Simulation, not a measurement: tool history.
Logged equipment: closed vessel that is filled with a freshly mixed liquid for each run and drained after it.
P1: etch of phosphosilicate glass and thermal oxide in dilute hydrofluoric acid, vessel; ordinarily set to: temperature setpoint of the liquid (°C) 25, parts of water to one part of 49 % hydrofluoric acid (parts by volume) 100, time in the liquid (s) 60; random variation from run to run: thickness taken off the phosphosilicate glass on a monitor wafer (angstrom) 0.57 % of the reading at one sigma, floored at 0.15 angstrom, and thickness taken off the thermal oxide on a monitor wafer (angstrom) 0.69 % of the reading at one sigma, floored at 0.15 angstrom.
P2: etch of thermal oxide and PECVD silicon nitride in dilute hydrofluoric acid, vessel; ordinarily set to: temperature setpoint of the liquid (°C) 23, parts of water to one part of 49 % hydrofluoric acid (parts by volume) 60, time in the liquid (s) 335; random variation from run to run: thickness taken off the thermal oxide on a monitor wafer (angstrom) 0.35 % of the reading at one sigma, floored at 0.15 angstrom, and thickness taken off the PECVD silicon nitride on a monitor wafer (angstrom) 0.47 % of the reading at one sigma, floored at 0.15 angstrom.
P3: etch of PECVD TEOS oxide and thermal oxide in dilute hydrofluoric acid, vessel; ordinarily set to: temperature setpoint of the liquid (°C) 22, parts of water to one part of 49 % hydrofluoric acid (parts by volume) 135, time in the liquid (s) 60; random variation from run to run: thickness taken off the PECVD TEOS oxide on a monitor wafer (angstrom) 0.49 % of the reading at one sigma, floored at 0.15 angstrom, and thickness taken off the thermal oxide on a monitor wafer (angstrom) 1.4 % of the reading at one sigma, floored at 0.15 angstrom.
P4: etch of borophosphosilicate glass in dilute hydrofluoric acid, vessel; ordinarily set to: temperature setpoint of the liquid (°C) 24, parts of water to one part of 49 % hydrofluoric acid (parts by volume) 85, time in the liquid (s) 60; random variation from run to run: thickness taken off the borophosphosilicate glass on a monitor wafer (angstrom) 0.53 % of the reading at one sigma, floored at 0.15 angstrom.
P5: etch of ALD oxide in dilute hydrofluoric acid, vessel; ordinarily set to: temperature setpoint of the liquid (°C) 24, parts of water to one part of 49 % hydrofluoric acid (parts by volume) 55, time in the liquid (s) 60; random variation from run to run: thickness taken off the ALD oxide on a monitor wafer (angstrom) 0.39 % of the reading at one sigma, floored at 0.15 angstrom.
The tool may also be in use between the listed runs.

run   hour  process that ran  temperature setpoint of the liquid (°C)  parts of water to one part of 49 % hydrofluoric acid (parts by volume)  time in the liquid (s)  thickness taken off the phosphosilicate glass on a monitor wafer (angstrom)  thickness taken off the thermal oxide on a monitor wafer (angstrom)  thickness taken off the ALD oxide on a monitor wafer (angstrom)  thickness taken off the PECVD silicon nitride on a monitor wafer (angstrom)  thickness taken off the PECVD TEOS oxide on a monitor wafer (angstrom)  thickness taken off the borophosphosilicate glass on a monitor wafer (angstrom)
  1    8.8                P1                                       25                                                                     100                      60                                                                       654.37                                                               29.277
  2   16.4                P5                                       24                                                                      55                      60                                                                                                                                                                                                             131.53
  3   25.4                P2                                       19                                                                      60                     335                                                                                                                                            244.57                                                                                                                                        127.12
  4   30.2                P1                                     32.5                                                                      50                      60                                                                       1870.4                                                               84.664
  5   39.6                P3                                       22                                                                     135                      60                                                                                                                                            18.292                                                                                                                                                                                                                51.101
  6   47.8                P1                                       25                                                                     100                      60                                                                       649.21                                                               29.236
  7   54.4                P1                                       25                                                                     100                      60                                                                       649.92                                                               28.905
  8   58.7                P1                                       32                                                                     100                      60                                                                        840.9                                                               37.818
  9   66.8                P5                                       24                                                                      55                      60                                                                                                                                                                                                             131.58
 10   76.2                P4                                       24                                                                      55                      60                                                                                                                                                                                                                                                                                                                                                                                                                                                   552.65
 11   81.8                P3                                       22                                                                     135                      60                                                                                                                                            18.478                                                                                                                                                                                                                50.775
 12   88.9                P1                                       25                                                                     100                      60                                                                        654.1                                                               29.164
 13   93.5                P1                                       25                                                                     100                      60                                                                       649.99                                                               29.406
 14   98.1                P1                                       25                                                                     165                      60                                                                       367.32                                                               16.273
 15  107.3                P2                                       23                                                                      60                     335                                                                                                                                            288.24                                                                                                                                        167.61
 16    117                P1                                       25                                                                     100                     110                                                                       1201.1                                                               53.547
 17  124.8                P1                                       17                                                                     100                      90                                                                       709.87                                                               31.612
 18  133.8                P5                                       24                                                                      90                      60                                                                                                                                                                                                             76.225
 19    140                P1                                       25                                                                      50                      60                                                                       1391.1                                                               62.039
 20    146                P3                                       22                                                                     210                      60                                                                                                                                            10.926                                                                                                                                                                                                                30.322
 21  150.4                P2                                       23                                                                      90                     335                                                                                                                                            185.29                                                                                                                                        111.51
 22  155.6                P1                                       25                                                                     100                      30                                                                       325.47                                                               14.697
 23    163                P4                                       24                                                                      85                      60                                                                                                                                                                                                                                                                                                                                                                                                                                                   344.35
 24  170.7                P5                                     18.5                                                                      55                      60                                                                                                                                                                                                             104.62
 25  177.1                P1                                       25                                                                     100                      60                                                                       651.79                                                               28.701
 26  183.4                P1                                     17.5                                                                     100                      60                                                                       480.26                                                               21.713
 27  192.1                P3                                       22                                                                     135                     105                                                                                                                                            31.525                                                                                                                                                                                                                89.505
 28  197.4                P2                                       23                                                                      60                     655                                                                                                                                            563.85                                                                                                                                        328.23
 29  204.2                P3                                       26                                                                     135                      60                                                                                                                                            21.531                                                                                                                                                                                                                 60.01
 30  208.7                P4                                       24                                                                      85                      60                                                                                                                                                                                                                                                                                                                                                                                                                                                   344.42
 31    213                P4                                       24                                                                      85                      90                                                                                                                                                                                                                                                                                                                                                                                                                                                    518.4
 32  220.9                P1                                       25                                                                     100                      60                                                                          650                                                               29.138
 33  226.7                P4                                       28                                                                      85                      60                                                                                                                                                                                                                                                                                                                                                                                                                                                   401.81
 34  232.9                P5                                       24                                                                      55                      30                                                                                                                                                                                                             65.572
 35  237.7                P1                                       25                                                                     100                      60                                                                       647.98                                                               29.121
 36  246.8                P1                                       25                                                                     100                      60                                                                       676.55                                                               30.259
 37  253.9                P1                                       25                                                                     100                      60                                                                       690.93                                                               30.826
 38  260.4                P1                                       25                                                                     100                      60                                                                       693.04                                                               31.274
 39  266.3                P1                                       25                                                                     100                      60                                                                       703.19                                                               31.465
 40  271.2                P1                                       25                                                                     100                      60                                                                       702.38                                                               31.336

Expected results for the next run?
 41  280.8                P1                                       25                                                                     100                      60                                                                            ?                                                                    ?

{"run 41": {"thickness taken off the phosphosilicate glass on a monitor wafer (angstrom)": 720.03, "thickness taken off the thermal oxide on a monitor wafer (angstrom)": 31.786}}
